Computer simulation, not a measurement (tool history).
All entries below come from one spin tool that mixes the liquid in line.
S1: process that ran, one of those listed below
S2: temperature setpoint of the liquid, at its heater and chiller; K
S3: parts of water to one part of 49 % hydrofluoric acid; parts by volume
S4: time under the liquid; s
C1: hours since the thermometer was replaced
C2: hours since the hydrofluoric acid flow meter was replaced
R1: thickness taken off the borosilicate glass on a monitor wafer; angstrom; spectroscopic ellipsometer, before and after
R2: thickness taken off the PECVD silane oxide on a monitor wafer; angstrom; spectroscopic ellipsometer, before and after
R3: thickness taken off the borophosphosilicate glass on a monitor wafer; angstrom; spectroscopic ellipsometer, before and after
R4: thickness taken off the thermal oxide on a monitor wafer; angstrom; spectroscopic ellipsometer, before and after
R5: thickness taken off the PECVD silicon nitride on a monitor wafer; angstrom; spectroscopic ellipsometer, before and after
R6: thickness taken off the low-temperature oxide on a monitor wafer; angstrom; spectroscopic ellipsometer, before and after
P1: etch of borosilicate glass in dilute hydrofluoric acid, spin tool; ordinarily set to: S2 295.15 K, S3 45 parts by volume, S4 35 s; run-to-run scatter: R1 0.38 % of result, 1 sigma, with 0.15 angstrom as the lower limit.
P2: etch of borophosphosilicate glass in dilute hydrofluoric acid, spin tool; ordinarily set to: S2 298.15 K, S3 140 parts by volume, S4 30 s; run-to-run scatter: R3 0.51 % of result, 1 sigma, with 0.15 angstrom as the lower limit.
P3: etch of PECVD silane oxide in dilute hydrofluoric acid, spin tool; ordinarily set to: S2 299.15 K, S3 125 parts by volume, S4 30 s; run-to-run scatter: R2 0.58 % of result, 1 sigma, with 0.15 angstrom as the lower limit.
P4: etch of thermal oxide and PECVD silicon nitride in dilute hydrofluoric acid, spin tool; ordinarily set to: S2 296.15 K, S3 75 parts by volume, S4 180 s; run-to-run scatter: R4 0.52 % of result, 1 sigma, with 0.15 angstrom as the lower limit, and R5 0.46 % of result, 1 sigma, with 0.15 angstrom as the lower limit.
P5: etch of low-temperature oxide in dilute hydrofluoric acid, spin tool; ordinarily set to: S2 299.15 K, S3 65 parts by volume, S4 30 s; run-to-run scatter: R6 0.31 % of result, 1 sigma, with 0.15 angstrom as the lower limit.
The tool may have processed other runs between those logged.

Run 1, day 0.429: S1 P1, S2 295.15 K, S3 45 parts by volume, S4 35 s; C1 1679.9; C2 433.6. Result: R1 332.29 angstrom.
Run 2, day 0.796: S1 P1, S2 295.15 K, S3 45 parts by volume, S4 35 s; C1 1688.7; C2 442.4. Result: R1 334.79 angstrom.
Run 3, day 1.292: S1 P1, S2 295.15 K, S3 60 parts by volume, S4 15 s; C1 1700.6; C2 454.3. Result: R1 104.87 angstrom.
Run 4, day 1.85: S1 P1, S2 295.15 K, S3 45 parts by volume, S4 35 s; C1 1714; C2 467.7. Result: R1 333.33 angstrom.
Run 5, day 2.312: S1 P3, S2 299.15 K, S3 125 parts by volume, S4 15 s; C1 1725.1; C2 478.8. Result: R2 62.838 angstrom.
Run 6, day 2.638: S1 P2, S2 298.15 K, S3 140 parts by volume, S4 30 s; C1 1732.9; C2 486.6. Result: R3 118.55 angstrom.
Run 7, day 3.033: S1 P2, S2 298.15 K, S3 140 parts by volume, S4 30 s; C1 1742.4; C2 496.1. Result: R3 118.69 angstrom.
Run 8, day 3.638: S1 P3, S2 305.65 K, S3 125 parts by volume, S4 30 s; C1 1756.9; C2 510.6. Result: R2 158.84 angstrom.
Run 9, day 4.171: S1 P2, S2 298.15 K, S3 250 parts by volume, S4 30 s; C1 1769.7; C2 523.4. Result: R3 59.085 angstrom.
Run 10, day 4.683: S1 P4, S2 296.15 K, S3 75 parts by volume, S4 180 s; C1 1782; C2 535.7. Result: R4 107.95 angstrom, R5 52.454 angstrom.
Run 11, day 5.233: S1 P5, S2 299.15 K, S3 20 parts by volume, S4 30 s; C1 1795.2; C2 548.9. Result: R6 298.53 angstrom.
Run 12, day 5.729: S1 P4, S2 302.65 K, S3 75 parts by volume, S4 180 s; C1 1807.1; C2 560.8. Result: R4 141.08 angstrom, R5 81.993 angstrom.
Run 13, day 6.112: S1 P1, S2 300.65 K, S3 45 parts by volume, S4 35 s; C1 1816.3; C2 570. Result: R1 417.43 angstrom.
Run 14, day 6.454: S1 P3, S2 299.15 K, S3 125 parts by volume, S4 30 s; C1 1824.5; C2 578.2. Result: R2 124.89 angstrom.
Run 15, day 6.729: S1 P5, S2 293.15 K, S3 65 parts by volume, S4 30 s; C1 1831.1; C2 584.8. Result: R6 67.327 angstrom.
Run 16, day 7.329: S1 P5, S2 299.15 K, S3 65 parts by volume, S4 30 s; C1 1845.5; C2 599.2. Result: R6 86.006 angstrom.
Run 17, day 7.75: S1 P1, S2 295.15 K, S3 45 parts by volume, S4 35 s; C1 1855.6; C2 609.3. Result: R1 332.04 angstrom.
Run 18, day 8.3: S1 P1, S2 295.15 K, S3 45 parts by volume, S4 15 s; C1 1868.8; C2 622.5. Result: R1 141.37 angstrom.
Run 19, day 8.683: S1 P1, S2 295.15 K, S3 45 parts by volume, S4 35 s; C1 1878; C2 631.7. Result: R1 332 angstrom.

Run 20 is up next; what results do you expect?
Run 20, day 9.208: S1 P4, S2 296.15 K, S3 75 parts by volume, S4 95 s; C1 1890.6; C2 644.3. Result: R4 ?, R5 ?.

Run 20 measured R4 57.129 angstrom, R5 28.238 angstrom.
